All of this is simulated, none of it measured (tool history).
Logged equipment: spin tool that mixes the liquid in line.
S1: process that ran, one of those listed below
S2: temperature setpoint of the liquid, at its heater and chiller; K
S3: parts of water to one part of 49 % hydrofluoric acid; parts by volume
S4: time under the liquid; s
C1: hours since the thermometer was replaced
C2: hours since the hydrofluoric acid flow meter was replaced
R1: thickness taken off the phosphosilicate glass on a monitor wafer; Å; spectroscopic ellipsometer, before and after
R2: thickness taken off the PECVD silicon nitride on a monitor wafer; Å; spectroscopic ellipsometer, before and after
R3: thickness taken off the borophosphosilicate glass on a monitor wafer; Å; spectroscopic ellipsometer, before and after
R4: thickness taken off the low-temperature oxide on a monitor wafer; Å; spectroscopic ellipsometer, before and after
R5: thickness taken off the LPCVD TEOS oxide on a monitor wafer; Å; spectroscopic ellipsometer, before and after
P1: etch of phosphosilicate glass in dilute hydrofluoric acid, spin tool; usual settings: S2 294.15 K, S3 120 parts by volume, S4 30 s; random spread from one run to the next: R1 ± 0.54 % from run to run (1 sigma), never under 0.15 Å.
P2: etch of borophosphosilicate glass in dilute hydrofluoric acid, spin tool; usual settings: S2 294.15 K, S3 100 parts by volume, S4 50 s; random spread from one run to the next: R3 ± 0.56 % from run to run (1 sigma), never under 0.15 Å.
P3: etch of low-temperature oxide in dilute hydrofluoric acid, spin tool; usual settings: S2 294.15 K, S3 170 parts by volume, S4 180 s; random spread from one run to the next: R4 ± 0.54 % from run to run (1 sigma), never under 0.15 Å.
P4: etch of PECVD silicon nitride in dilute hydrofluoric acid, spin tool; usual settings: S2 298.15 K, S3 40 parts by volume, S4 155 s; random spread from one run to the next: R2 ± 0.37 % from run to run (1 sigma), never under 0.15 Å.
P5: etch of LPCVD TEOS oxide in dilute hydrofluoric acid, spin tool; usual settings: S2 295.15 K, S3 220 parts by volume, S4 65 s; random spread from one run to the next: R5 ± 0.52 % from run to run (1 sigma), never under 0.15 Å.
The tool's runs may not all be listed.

{"run": 1, "hour": 2.8, "S1": "P1", "S2": 294.15, "S3": 120, "S4": 30, "C1": 2195.2, "C2": 1066.7, "R1": 132.63}
{"run": 2, "hour": 5.9, "S1": "P4", "S2": 298.15, "S3": 40, "S4": 60, "C1": 2198.3, "C2": 1069.8, "R2": 45.27}
{"run": 3, "hour": 9.2, "S1": "P1", "S2": 301.65, "S3": 120, "S4": 30, "C1": 2201.6, "C2": 1073.1, "R1": 176.35}
{"run": 4, "hour": 13.8, "S1": "P1", "S2": 294.15, "S3": 120, "S4": 15, "C1": 2206.2, "C2": 1077.7, "R1": 65.764}
{"run": 5, "hour": 17.7, "S1": "P2", "S2": 294.15, "S3": 25, "S4": 50, "C1": 2210.1, "C2": 1081.6, "R3": 825.69}
{"run": 6, "hour": 22.3, "S1": "P3", "S2": 294.15, "S3": 170, "S4": 265, "C1": 2214.7, "C2": 1086.2, "R4": 133.8}
{"run": 7, "hour": 28.2, "S1": "P2", "S2": 290.15, "S3": 100, "S4": 50, "C1": 2220.6, "C2": 1092.1, "R3": 158.41}
{"run": 8, "hour": 31.6, "S1": "P1", "S2": 290.15, "S3": 120, "S4": 30, "C1": 2224, "C2": 1095.5, "R1": 112.1}
{"run": 9, "hour": 36.3, "S1": "P5", "S2": 295.15, "S3": 50, "S4": 65, "C1": 2228.7, "C2": 1100.2, "R5": 720.56}
{"run": 10, "hour": 40.7, "S1": "P3", "S2": 294.15, "S3": 235, "S4": 180, "C1": 2233.1, "C2": 1104.6, "R4": 62.516}
{"run": 11, "hour": 46.6, "S1": "P5", "S2": 295.15, "S3": 220, "S4": 65, "C1": 2239, "C2": 1110.5, "R5": 135.11}
{"run": 12, "hour": 50.4, "S1": "P1", "S2": 290.15, "S3": 45, "S4": 30, "C1": 2242.8, "C2": 1114.3, "R1": 327.18}
{"run": 13, "hour": 54.9, "S1": "P5", "S2": 302.65, "S3": 220, "S4": 65, "C1": 2247.3, "C2": 1118.8, "R5": 176.63}
{"run": 14, "hour": 58.6, "S1": "P3", "S2": 294.15, "S3": 170, "S4": 180, "C1": 2251, "C2": 1122.5, "R4": 90.966}
{"run": 15, "hour": 63.7, "S1": "P5", "S2": 295.15, "S3": 220, "S4": 65, "C1": 2256.1, "C2": 1127.6, "R5": 134.49}
{"run": 16, "hour": 66.7, "S1": "P1", "S2": 294.15, "S3": 120, "S4": 30, "C1": 2259.1, "C2": 1130.6, "R1": 132.56}
{"run": 17, "hour": 71.1, "S1": "P5", "S2": 295.15, "S3": 220, "S4": 15, "C1": 2263.5, "C2": 1135, "R5": 31.459}
{"run": 18, "hour": 76.1, "S1": "P1", "S2": 294.15, "S3": 120, "S4": 30, "C1": 2268.5, "C2": 1140, "R1": 131.79}
{"run": 19, "hour": 81.1, "S1": "P2", "S2": 294.15, "S3": 100, "S4": 50, "C1": 2273.5, "C2": 1145, "R3": 187.95}
{"run": 20, "hour": 85.6, "S1": "P4", "S2": 294.15, "S3": 40, "S4": 155, "C1": 2278, "C2": 1149.5, "R2": 89.814}
{"run": 21, "hour": 88.6, "S1": "P1", "S2": 294.15, "S3": 210, "S4": 30, "C1": 2281, "C2": 1152.5, "R1": 68.882}
{"run": 22, "hour": 92.2, "S1": "P1", "S2": 294.15, "S3": 60, "S4": 30, "C1": 2284.6, "C2": 1156.1, "R1": 283.32}
{"run": 23, "hour": 97.3, "S1": "P3", "S2": 302.15, "S3": 170, "S4": 180, "C1": 2289.7, "C2": 1161.2, "R4": 122.37}
{"run": 24, "hour": 100.5, "S1": "P3", "S2": 294.15, "S3": 170, "S4": 180, "C1": 2292.9, "C2": 1164.4, "R4": 92.091}
{"run": 25, "hour": 105.7, "S1": "P2", "S2": 294.15, "S3": 100, "S4": 15, "C1": 2298.1, "C2": 1169.6, "R3": 56.668}
{"run": 26, "hour": 110.9, "S1": "P2", "S2": 294.15, "S3": 100, "S4": 50, "C1": 2303.3, "C2": 1174.8, "R3": 188.1}
{"run": 27, "hour": 114.0, "S1": "P1", "S2": 294.15, "S3": 120, "S4": 30, "C1": 2306.4, "C2": 1177.9, "R1": 132.35}
{"run": 28, "hour": 118.2, "S1": "P1", "S2": 294.15, "S3": 120, "S4": 45, "C1": 2310.6, "C2": 1182.1, "R1": 197.77}
{"run": 29, "hour": 123.3, "S1": "P4", "S2": 298.15, "S3": 75, "S4": 155, "C1": 2315.7, "C2": 1187.2, "R2": 63.452}
{"run": 30, "hour": 128.4, "S1": "P1", "S2": 294.15, "S3": 120, "S4": 30, "C1": 2320.8, "C2": 1192.3, "R1": 131.98}
{"run": 31, "hour": 133.8, "S1": "P4", "S2": 298.15, "S3": 40, "S4": 155, "C1": 2326.2, "C2": 1197.7, "R2": 117.97}
{"run": 32, "hour": 138.3, "S1": "P1", "S2": 294.15, "S3": 120, "S4": 30, "C1": 2330.7, "C2": 1202.2, "R1": 132.13}
{"run": 33, "hour": 141.2, "S1": "P1", "S2": 294.15, "S3": 120, "S4": 30, "C1": 2333.6, "C2": 1205.1, "R1": 133.9}
{"run": 34, "hour": 147.0, "S1": "P1", "S2": 294.15, "S3": 120, "S4": 30, "C1": 2339.4, "C2": 1210.9, "R1": 136.43}
{"run": 35, "hour": 151.9, "S1": "P1", "S2": 294.15, "S3": 120, "S4": 30, "C1": 2344.3, "C2": 1215.8, "R1": 136.16}
{"run": 36, "hour": 155.7, "S1": "P1", "S2": 294.15, "S3": 120, "S4": 30, "C1": 2348.1, "C2": 1219.6, "R1": 137.86}
{"run": 37, "hour": 160.8, "S1": "P1", "S2": 294.15, "S3": 120, "S4": 30, "C1": 2353.2, "C2": 1224.7, "R1": 138.68}
{"run": 38, "hour": 164.9, "S1": "P1", "S2": 294.15, "S3": 120, "S4": 30, "C1": 2357.3, "C2": 1228.8, "R1": 139.4}
{"run": 39, "hour": 170.5, "S1": "P1", "S2": 294.15, "S3": 120, "S4": 30, "C1": 2362.9, "C2": 1234.4, "R1": 139.2}
{"run": 40, "hour": 175.4, "S1": "P1", "S2": 294.15, "S3": 120, "S4": 30, "C1": 2367.8, "C2": 1239.3, "R1": 139.47}
{"run": 41, "hour": 178.9, "S1": "P1", "S2": 294.15, "S3": 120, "S4": 30, "C1": 2371.3, "C2": 1242.8, "R1": 138.58}
{"run": 42, "hour": 184.9, "S1": "P1", "S2": 294.15, "S3": 120, "S4": 30, "C1": 2377.3, "C2": 1248.8, "R1": 138.48}

The log shows P1 creeping away from where it was. Any of the 2 causes listed here, at the size stated for it, fits the log just as well as the others:
A: hydrofluoric acid flow above the setpoint (%) = 5.03
B: liquid hotter than its thermometer reads (K) = 1.39
The drift started at roughly hour 138.3.

Each of the 4 check runs below uses one wafer; its results are left as question marks. Which run tells the causes apart?
{"run": "check 1", "hour": 190.9, "S1": "P3", "S2": 294.15, "S3": 170, "S4": 180, "R4": "?"}
{"run": "check 2", "hour": 190.9, "S1": "P2", "S2": 294.15, "S3": 100, "S4": 50, "R3": "?"}
{"run": "check 3", "hour": 190.9, "S1": "P5", "S2": 295.15, "S3": 220, "S4": 65, "R5": "?"}
{"run": "check 4", "hour": 190.9, "S1": "P4", "S2": 298.15, "S3": 40, "S4": 155, "R2": "?"}

Check results expected under each cause:
check=check_1 result=R4 if_A=96.475 if_B=96.102
check=check_2 result=R3 if_A=198.97 if_B=199.3
check=check_3 result=R5 if_A=143.13 if_B=141.95
check=check_4 result=R2 if_A=123.28 if_B=128.96
Separation of the two closest causes in each check, using whichever result separates them best: check 1 0.39 %; check 2 0.16 %; check 3 0.83 %; check 4 4.51 %
Check 4 is the one run that separates the causes; every other check would come out nearly the same whichever cause is at work.

Check 4 has now been run. It gave: R2 123.2 Å. Which of the candidate causes is it?

It is A: hydrofluoric acid flow above the setpoint (%).
